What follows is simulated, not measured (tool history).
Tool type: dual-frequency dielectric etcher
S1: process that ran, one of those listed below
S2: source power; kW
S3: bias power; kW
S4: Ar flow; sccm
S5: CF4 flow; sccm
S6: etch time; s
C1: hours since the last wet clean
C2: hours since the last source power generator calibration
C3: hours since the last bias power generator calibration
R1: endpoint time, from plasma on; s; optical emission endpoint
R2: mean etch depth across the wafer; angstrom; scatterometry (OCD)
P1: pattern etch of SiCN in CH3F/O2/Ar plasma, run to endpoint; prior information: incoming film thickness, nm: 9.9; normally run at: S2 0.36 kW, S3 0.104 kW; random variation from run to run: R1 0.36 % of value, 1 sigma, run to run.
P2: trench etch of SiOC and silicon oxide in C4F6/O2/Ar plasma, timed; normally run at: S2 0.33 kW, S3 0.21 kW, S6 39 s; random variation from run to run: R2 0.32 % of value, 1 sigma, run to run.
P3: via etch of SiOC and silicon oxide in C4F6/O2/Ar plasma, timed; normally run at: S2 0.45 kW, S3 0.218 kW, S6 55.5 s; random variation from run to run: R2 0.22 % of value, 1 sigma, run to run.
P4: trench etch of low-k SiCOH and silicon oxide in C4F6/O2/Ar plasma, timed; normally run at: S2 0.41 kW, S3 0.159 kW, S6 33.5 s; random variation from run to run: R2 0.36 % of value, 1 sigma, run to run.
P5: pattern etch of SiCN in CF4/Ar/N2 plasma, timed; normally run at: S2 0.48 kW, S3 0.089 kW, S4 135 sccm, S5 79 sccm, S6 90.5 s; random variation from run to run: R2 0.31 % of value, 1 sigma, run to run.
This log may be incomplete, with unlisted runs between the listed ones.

run 1 hour=4.4 | S1=P1 S2=0.36 S3=0.104 | C1=129.7 C2=549.7 C3=2748.4 | R1=23.268
run 2 hour=7.5 | S1=P5 S2=0.48 S3=0.089 S4=135 S5=79 S6=124 | C1=132.8 C2=552.8 C3=2751.5 | R2=1189.9
run 3 hour=9.9 | S1=P2 S2=0.33 S3=0.21 S6=55 | C1=135.2 C2=555.2 C3=2753.9 | R2=1081.9
run 4 hour=13.3 | S1=P4 S2=0.41 S3=0.159 S6=18.5 | C1=138.6 C2=558.6 C3=2757.3 | R2=526.31
-- hour=13.4 wet clean of the chamber
run 5 hour=16.6 | S1=P4 S2=0.41 S3=0.224 S6=33.5 | C1=3.2 C2=561.9 C3=2760.6 | R2=1064.5
run 6 hour=20.8 | S1=P2 S2=0.43 S3=0.21 S6=39 | C1=7.4 C2=566.1 C3=2764.8 | R2=855.56
run 7 hour=23.9 | S1=P4 S2=0.29 S3=0.159 S6=33.5 | C1=10.5 C2=569.2 C3=2767.9 | R2=832.88
run 8 hour=26 | S1=P1 S2=0.36 S3=0.104 | C1=12.6 C2=571.3 C3=2770 | R1=23.097
run 9 hour=28.9 | S1=P5 S2=0.67 S3=0.089 S4=135 S5=79 S6=90.5 | C1=15.5 C2=574.2 C3=2772.9 | R2=1162.1
run 10 hour=32.6 | S1=P1 S2=0.36 S3=0.104 | C1=19.2 C2=577.9 C3=2776.6 | R1=23.299
run 11 hour=36.7 | S1=P1 S2=0.27 S3=0.069 | C1=23.3 C2=582 C3=2780.7 | R1=30.041
run 12 hour=38.7 | S1=P1 S2=0.21 S3=0.104 | C1=25.3 C2=584 C3=2782.7 | R1=28.243
run 13 hour=42.8 | S1=P5 S2=0.48 S3=0.089 S4=166 S5=79 S6=90.5 | C1=29.4 C2=588.1 C3=2786.8 | R2=846.52
run 14 hour=45.4 | S1=P1 S2=0.36 S3=0.13 | C1=32 C2=590.7 C3=2789.4 | R1=21.436
run 15 hour=49.8 | S1=P3 S2=0.45 S3=0.218 S6=40.5 | C1=36.4 C2=595.1 C3=2793.8 | R2=500.37
run 16 hour=52.5 | S1=P5 S2=0.48 S3=0.057 S4=135 S5=79 S6=90.5 | C1=39.1 C2=597.8 C3=2796.5 | R2=741.97
run 17 hour=56.2 | S1=P3 S2=0.45 S3=0.131 S6=55.5 | C1=42.8 C2=601.5 C3=2800.2 | R2=583.16
-- hour=57.3 source power generator calibrated
run 18 hour=58.7 | S1=P1 S2=0.51 S3=0.104 | C1=45.3 C2=1.5 C3=2802.7 | R1=20.47
run 19 hour=61.2 | S1=P1 S2=0.36 S3=0.104 | C1=47.8 C2=4 C3=2805.2 | R1=23.302
run 20 hour=64.1 | S1=P1 S2=0.36 S3=0.104 | C1=50.7 C2=6.9 C3=2808.1 | R1=23.467
run 21 hour=68 | S1=P1 S2=0.36 S3=0.076 | C1=54.6 C2=10.8 C3=2812 | R1=26.275
run 22 hour=71.9 | S1=P4 S2=0.41 S3=0.159 S6=33.5 | C1=58.5 C2=14.7 C3=2815.9 | R2=952.25
run 23 hour=76.5 | S1=P5 S2=0.48 S3=0.089 S4=135 S5=103 S6=90.5 | C1=63.1 C2=19.3 C3=2820.5 | R2=896.61
run 24 hour=79.1 | S1=P5 S2=0.48 S3=0.089 S4=135 S5=79 S6=90.5 | C1=65.7 C2=21.9 C3=2823.1 | R2=872
run 25 hour=81.6 | S1=P3 S2=0.27 S3=0.218 S6=55.5 | C1=68.2 C2=24.4 C3=2825.6 | R2=561.74
run 26 hour=83.8 | S1=P2 S2=0.33 S3=0.131 S6=39 | C1=70.4 C2=26.6 C3=2827.8 | R2=659.65
run 27 hour=86.2 | S1=P2 S2=0.33 S3=0.21 S6=39 | C1=72.8 C2=29 C3=2830.2 | R2=765.62
run 28 hour=90.6 | S1=P5 S2=0.48 S3=0.089 S4=135 S5=79 S6=90.5 | C1=77.2 C2=33.4 C3=2834.6 | R2=868.64
run 29 hour=94.8 | S1=P3 S2=0.45 S3=0.218 S6=55.5 | C1=81.4 C2=37.6 C3=2838.8 | R2=684.72
run 30 hour=98.3 | S1=P1 S2=0.36 S3=0.104 | C1=84.9 C2=41.1 C3=2842.3 | R1=23.148
run 31 hour=102.9 | S1=P1 S2=0.36 S3=0.104 | C1=89.5 C2=45.7 C3=2846.9 | R1=23.334
run 32 hour=106.3 | S1=P1 S2=0.36 S3=0.104 | C1=92.9 C2=49.1 C3=2850.3 | R1=23.616
run 33 hour=108.2 | S1=P1 S2=0.36 S3=0.104 | C1=94.8 C2=51 C3=2852.2 | R1=23.586
run 34 hour=111.9 | S1=P1 S2=0.36 S3=0.104 | C1=98.5 C2=54.7 C3=2855.9 | R1=23.624

Run 35 has not been measured yet. What should we expect?
run 35 hour=114.3 | S1=P1 S2=0.36 S3=0.104 | C1=100.9 C2=57.1 C3=2858.3 | R1=?

Run 35 came out at R1 23.704 s.
